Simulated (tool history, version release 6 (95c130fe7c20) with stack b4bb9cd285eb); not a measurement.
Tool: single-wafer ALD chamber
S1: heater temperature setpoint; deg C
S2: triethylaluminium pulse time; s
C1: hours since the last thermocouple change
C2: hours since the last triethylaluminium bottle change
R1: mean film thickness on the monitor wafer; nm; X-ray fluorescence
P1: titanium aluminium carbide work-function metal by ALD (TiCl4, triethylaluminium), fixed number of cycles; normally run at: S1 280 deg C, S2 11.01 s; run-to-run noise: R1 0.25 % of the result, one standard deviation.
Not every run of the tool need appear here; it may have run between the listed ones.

run    day   S1     S2      C1      C2      R1
  1  0.296  280  11.01  1672.2   905.6  1.7454
  2  0.554  280  11.01  1678.4   911.8  1.7557
  3    1.1  280   4.77  1691.5   924.9  1.4394
  4  1.633  258   6.71  1704.3   937.7  1.4452
  5  2.075  280  11.01  1714.9   948.3  1.7496
  6  2.462  294  11.01  1724.2   957.6  1.8636
  7  2.838  280  11.01  1733.2   966.6  1.7461
  8  3.121  256  11.01    1740   973.4  1.5486
  9  3.433  303   6.52  1747.5   980.9  1.7662
 10  3.871  280  17.62    1758   991.4  1.7828
 11  4.312  298   5.58  1768.6    1002  1.6555
 12  4.658  280  11.01  1776.9  1010.3  1.7464
 13  4.908  280  11.01  1782.9  1016.3  1.7418
 14  5.217  280  11.01  1790.3  1023.7  1.7453

Run 15 comes next. What will it give?
 15  5.538  280  11.01  1798  1031.4   ?

{"run 15": {"R1": 1.7431}}
